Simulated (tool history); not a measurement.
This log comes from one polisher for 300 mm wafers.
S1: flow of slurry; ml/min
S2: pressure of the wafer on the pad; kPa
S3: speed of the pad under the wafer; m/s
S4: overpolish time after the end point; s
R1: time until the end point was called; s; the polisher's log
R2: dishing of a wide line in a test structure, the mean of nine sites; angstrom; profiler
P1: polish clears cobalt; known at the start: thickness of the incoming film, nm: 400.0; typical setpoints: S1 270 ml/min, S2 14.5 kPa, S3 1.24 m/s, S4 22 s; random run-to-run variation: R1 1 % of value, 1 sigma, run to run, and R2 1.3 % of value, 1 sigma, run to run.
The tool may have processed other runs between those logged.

Run 1, hour 12.7: S1 270 ml/min, S2 14.5 kPa, S3 1.24 m/s, S4 22 s. Result: R1 66.432 s, R2 591.19 angstrom.
Run 2, hour 25.1: S1 270 ml/min, S2 14.5 kPa, S3 0.72 m/s, S4 22 s. Result: R1 116.26 s, R2 464.34 angstrom.
Run 3, hour 35: S1 270 ml/min, S2 14.5 kPa, S3 1.24 m/s, S4 22 s. Result: R1 66.13 s, R2 591.3 angstrom.
Run 4, hour 49.1: S1 180 ml/min, S2 22.1 kPa, S3 1.24 m/s, S4 22 s. Result: R1 46.614 s, R2 660.04 angstrom.
Run 5, hour 59.1: S1 160 ml/min, S2 14.5 kPa, S3 1.24 m/s, S4 22 s. Result: R1 71.086 s, R2 581.43 angstrom.
Run 6, hour 69.2: S1 270 ml/min, S2 9.7 kPa, S3 1.24 m/s, S4 38 s. Result: R1 99.792 s, R2 628.06 angstrom.
Run 7, hour 83.9: S1 270 ml/min, S2 20.7 kPa, S3 1.24 m/s, S4 34 s. Result: R1 47.592 s, R2 707.26 angstrom.
Run 8, hour 95.1: S1 270 ml/min, S2 9.7 kPa, S3 1.24 m/s, S4 22 s. Result: R1 100.5 s, R2 490.88 angstrom.
At hour 99.2: slurry nozzle cleaned.
Run 9, hour 106.3: S1 270 ml/min, S2 20 kPa, S3 1.24 m/s, S4 22 s. Result: R1 47.232 s, R2 630.7 angstrom.
Run 10, hour 117.1: S1 270 ml/min, S2 14.5 kPa, S3 1.24 m/s, S4 22 s. Result: R1 66.969 s, R2 590.41 angstrom.
Run 11, hour 128.8: S1 270 ml/min, S2 14.5 kPa, S3 1.24 m/s, S4 40 s. Result: R1 67.134 s, R2 675.41 angstrom.
Run 12, hour 140.5: S1 270 ml/min, S2 14.5 kPa, S3 1.94 m/s, S4 22 s. Result: R1 42.568 s, R2 660.05 angstrom.
Run 13, hour 152.2: S1 270 ml/min, S2 14.5 kPa, S3 1.24 m/s, S4 22 s. Result: R1 66.231 s, R2 593.31 angstrom.
Run 14, hour 162.3: S1 270 ml/min, S2 14.5 kPa, S3 1.24 m/s, S4 22 s. Result: R1 67.024 s, R2 588.69 angstrom.
Run 15, hour 170.5: S1 270 ml/min, S2 14.5 kPa, S3 1.24 m/s, S4 22 s. Result: R1 66.929 s, R2 593.97 angstrom.
Run 16, hour 178.9: S1 405 ml/min, S2 14.5 kPa, S3 1.24 m/s, S4 22 s. Result: R1 63.895 s, R2 594.02 angstrom.
Run 17, hour 190.7: S1 270 ml/min, S2 14.5 kPa, S3 1.24 m/s, S4 7 s. Result: R1 67.049 s, R2 299.34 angstrom.
Run 18, hour 203.4: S1 270 ml/min, S2 14.5 kPa, S3 1.24 m/s, S4 22 s. Result: R1 66.753 s, R2 584.05 angstrom.
Run 19, hour 217.3: S1 270 ml/min, S2 14.5 kPa, S3 1.24 m/s, S4 22 s. Result: R1 68.77 s, R2 583.7 angstrom.
Run 20, hour 225.5: S1 270 ml/min, S2 14.5 kPa, S3 1.24 m/s, S4 22 s. Result: R1 66.464 s, R2 589.09 angstrom.

What does the tool deliver on the next run?
Run 21, hour 238.1: S1 270 ml/min, S2 14.5 kPa, S3 1.24 m/s, S4 22 s. Result: R1 ?, R2 ?.

{"run 21": {"R1": 67.547, "R2": 598.09}}
